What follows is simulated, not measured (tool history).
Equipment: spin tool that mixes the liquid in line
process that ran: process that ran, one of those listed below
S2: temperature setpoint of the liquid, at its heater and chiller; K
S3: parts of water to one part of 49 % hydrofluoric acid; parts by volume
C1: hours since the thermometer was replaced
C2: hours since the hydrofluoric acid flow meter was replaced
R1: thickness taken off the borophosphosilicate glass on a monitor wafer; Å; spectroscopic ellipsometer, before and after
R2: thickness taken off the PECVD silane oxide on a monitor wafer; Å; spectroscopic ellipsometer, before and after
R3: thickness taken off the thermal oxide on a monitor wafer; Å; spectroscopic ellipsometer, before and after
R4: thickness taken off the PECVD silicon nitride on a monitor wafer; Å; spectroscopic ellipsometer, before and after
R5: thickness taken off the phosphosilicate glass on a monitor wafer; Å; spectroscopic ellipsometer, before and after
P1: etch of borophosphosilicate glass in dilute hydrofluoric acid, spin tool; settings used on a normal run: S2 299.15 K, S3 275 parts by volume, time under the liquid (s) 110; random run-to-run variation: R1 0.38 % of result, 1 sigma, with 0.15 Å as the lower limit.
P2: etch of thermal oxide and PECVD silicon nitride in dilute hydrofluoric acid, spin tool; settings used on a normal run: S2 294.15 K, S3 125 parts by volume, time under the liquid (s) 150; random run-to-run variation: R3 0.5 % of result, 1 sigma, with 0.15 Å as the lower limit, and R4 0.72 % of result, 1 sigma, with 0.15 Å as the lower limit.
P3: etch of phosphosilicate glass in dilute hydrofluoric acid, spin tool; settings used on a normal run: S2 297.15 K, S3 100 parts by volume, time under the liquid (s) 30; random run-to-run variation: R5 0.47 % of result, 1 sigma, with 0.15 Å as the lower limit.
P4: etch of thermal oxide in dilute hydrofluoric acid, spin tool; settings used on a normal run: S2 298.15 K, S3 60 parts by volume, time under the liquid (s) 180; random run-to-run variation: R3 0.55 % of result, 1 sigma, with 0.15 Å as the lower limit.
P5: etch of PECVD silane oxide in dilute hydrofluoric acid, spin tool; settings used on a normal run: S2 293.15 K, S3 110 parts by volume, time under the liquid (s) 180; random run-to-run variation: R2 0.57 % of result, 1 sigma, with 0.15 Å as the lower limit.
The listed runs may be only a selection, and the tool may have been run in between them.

{"run": 1, "hour": 5.3, "process that ran": "P1", "S2": 299.15, "S3": 275, "time under the liquid (s)": 110, "C1": 1288.5, "C2": 937.9, "R1": 146.74}
{"run": 2, "hour": 12.8, "process that ran": "P5", "S2": 293.15, "S3": 110, "time under the liquid (s)": 55, "C1": 1296, "C2": 945.4, "R2": 88.157}
{"run": 3, "hour": 17.1, "process that ran": "P2", "S2": 294.15, "S3": 125, "time under the liquid (s)": 150, "C1": 1300.3, "C2": 949.7, "R3": 49.43, "R4": 28.379}
{"run": 4, "hour": 23.9, "process that ran": "P3", "S2": 297.15, "S3": 100, "time under the liquid (s)": 30, "C1": 1307.1, "C2": 956.5, "R5": 483.52}
{"run": 5, "hour": 31.9, "process that ran": "P1", "S2": 295.65, "S3": 275, "time under the liquid (s)": 35, "C1": 1315.1, "C2": 964.5, "R1": 40.862}
{"run": 6, "hour": 36.7, "process that ran": "P3", "S2": 297.15, "S3": 100, "time under the liquid (s)": 15, "C1": 1319.9, "C2": 969.3, "R5": 239.11}
{"run": 7, "hour": 43.7, "process that ran": "P1", "S2": 299.15, "S3": 475, "time under the liquid (s)": 40, "C1": 1326.9, "C2": 976.3, "R1": 25.292}
{"run": 8, "hour": 48.7, "process that ran": "P1", "S2": 299.15, "S3": 275, "time under the liquid (s)": 60, "C1": 1331.9, "C2": 981.3, "R1": 79.723}
{"run": 9, "hour": 55.2, "process that ran": "P2", "S2": 294.15, "S3": 125, "time under the liquid (s)": 150, "C1": 1338.4, "C2": 987.8, "R3": 49.82, "R4": 28.082}
{"run": 10, "hour": 62.1, "process that ran": "P5", "S2": 298.65, "S3": 110, "time under the liquid (s)": 180, "C1": 1345.3, "C2": 994.7, "R2": 362.68}
{"run": 11, "hour": 66.6, "process that ran": "P1", "S2": 291.15, "S3": 275, "time under the liquid (s)": 110, "C1": 1349.8, "C2": 999.2, "R1": 109.31}
{"run": 12, "hour": 74.6, "process that ran": "P5", "S2": 293.15, "S3": 110, "time under the liquid (s)": 180, "C1": 1357.8, "C2": 1007.2, "R2": 285.28}
{"run": 13, "hour": 82.4, "process that ran": "P1", "S2": 299.15, "S3": 275, "time under the liquid (s)": 110, "C1": 1365.6, "C2": 1015, "R1": 145.87}
{"run": 14, "hour": 89.2, "process that ran": "P1", "S2": 299.15, "S3": 275, "time under the liquid (s)": 110, "C1": 1372.4, "C2": 1021.8, "R1": 144.97}
{"run": 15, "hour": 94.6, "process that ran": "P3", "S2": 297.15, "S3": 45, "time under the liquid (s)": 30, "C1": 1377.8, "C2": 1027.2, "R5": 1152.1}
{"run": 16, "hour": 101.9, "process that ran": "P1", "S2": 299.15, "S3": 425, "time under the liquid (s)": 110, "C1": 1385.1, "C2": 1034.5, "R1": 81.524}
{"run": 17, "hour": 105.6, "process that ran": "P5", "S2": 293.15, "S3": 110, "time under the liquid (s)": 180, "C1": 1388.8, "C2": 1038.2, "R2": 285.49}
{"run": 18, "hour": 109.9, "process that ran": "P4", "S2": 298.15, "S3": 60, "time under the liquid (s)": 180, "C1": 1393.1, "C2": 1042.5, "R3": 155.91}
{"run": 19, "hour": 115.7, "process that ran": "P5", "S2": 293.15, "S3": 190, "time under the liquid (s)": 180, "C1": 1398.9, "C2": 1048.3, "R2": 152.43}
{"run": 20, "hour": 123.3, "process that ran": "P2", "S2": 290.65, "S3": 125, "time under the liquid (s)": 150, "C1": 1406.5, "C2": 1055.9, "R3": 42.91, "R4": 22.171}
{"run": 21, "hour": 130.7, "process that ran": "P1", "S2": 299.15, "S3": 275, "time under the liquid (s)": 110, "C1": 1413.9, "C2": 1063.3, "R1": 144.93}
{"run": 22, "hour": 136.3, "process that ran": "P4", "S2": 298.15, "S3": 60, "time under the liquid (s)": 15, "C1": 1419.5, "C2": 1068.9, "R3": 13.06}
{"run": 23, "hour": 142.8, "process that ran": "P1", "S2": 299.15, "S3": 275, "time under the liquid (s)": 165, "C1": 1426, "C2": 1075.4, "R1": 217.36}
{"run": 24, "hour": 150.5, "process that ran": "P3", "S2": 305.15, "S3": 100, "time under the liquid (s)": 30, "C1": 1433.7, "C2": 1083.1, "R5": 654.41}
{"run": 25, "hour": 157.9, "process that ran": "P1", "S2": 299.15, "S3": 75, "time under the liquid (s)": 110, "C1": 1441.1, "C2": 1090.5, "R1": 675.51}
{"run": 26, "hour": 165.7, "process that ran": "P1", "S2": 299.15, "S3": 275, "time under the liquid (s)": 110, "C1": 1448.9, "C2": 1098.3, "R1": 145.09}
{"run": 27, "hour": 172.9, "process that ran": "P4", "S2": 298.15, "S3": 30, "time under the liquid (s)": 180, "C1": 1456.1, "C2": 1105.5, "R3": 320.8}
{"run": 28, "hour": 177.1, "process that ran": "P1", "S2": 305.15, "S3": 275, "time under the liquid (s)": 110, "C1": 1460.3, "C2": 1109.7, "R1": 176.65}
{"run": 29, "hour": 183.2, "process that ran": "P2", "S2": 294.15, "S3": 125, "time under the liquid (s)": 285, "C1": 1466.4, "C2": 1115.8, "R3": 94.038, "R4": 53.787}
{"run": 30, "hour": 189.5, "process that ran": "P4", "S2": 306.15, "S3": 60, "time under the liquid (s)": 180, "C1": 1472.7, "C2": 1122.1, "R3": 213.4}
{"run": 31, "hour": 195.0, "process that ran": "P4", "S2": 298.15, "S3": 60, "time under the liquid (s)": 180, "C1": 1478.2, "C2": 1127.6, "R3": 155.39}
{"run": 32, "hour": 201.4, "process that ran": "P2", "S2": 294.15, "S3": 180, "time under the liquid (s)": 150, "C1": 1484.6, "C2": 1134, "R3": 32.53, "R4": 19.943}
{"run": 33, "hour": 209.7, "process that ran": "P1", "S2": 299.15, "S3": 275, "time under the liquid (s)": 110, "C1": 1492.9, "C2": 1142.3, "R1": 146.55}
{"run": 34, "hour": 216.8, "process that ran": "P1", "S2": 299.15, "S3": 275, "time under the liquid (s)": 110, "C1": 1500, "C2": 1149.4, "R1": 150.66}
{"run": 35, "hour": 225.2, "process that ran": "P1", "S2": 299.15, "S3": 275, "time under the liquid (s)": 110, "C1": 1508.4, "C2": 1157.8, "R1": 151.83}
{"run": 36, "hour": 230.7, "process that ran": "P1", "S2": 299.15, "S3": 275, "time under the liquid (s)": 110, "C1": 1513.9, "C2": 1163.3, "R1": 153.14}
{"run": 37, "hour": 239.0, "process that ran": "P1", "S2": 299.15, "S3": 275, "time under the liquid (s)": 110, "C1": 1522.2, "C2": 1171.6, "R1": 154.3}
{"run": 38, "hour": 244.7, "process that ran": "P1", "S2": 299.15, "S3": 275, "time under the liquid (s)": 110, "C1": 1527.9, "C2": 1177.3, "R1": 153.93}
{"run": 39, "hour": 250.2, "process that ran": "P1", "S2": 299.15, "S3": 275, "time under the liquid (s)": 110, "C1": 1533.4, "C2": 1182.8, "R1": 153.44}

Predict the results of run 40:
{"run": 40, "hour": 255.4, "process that ran": "P1", "S2": 299.15, "S3": 275, "time under the liquid (s)": 110, "C1": 1538.6, "C2": 1188, "R1": "?"}

Logged for run 40: R1 154.84 Å.

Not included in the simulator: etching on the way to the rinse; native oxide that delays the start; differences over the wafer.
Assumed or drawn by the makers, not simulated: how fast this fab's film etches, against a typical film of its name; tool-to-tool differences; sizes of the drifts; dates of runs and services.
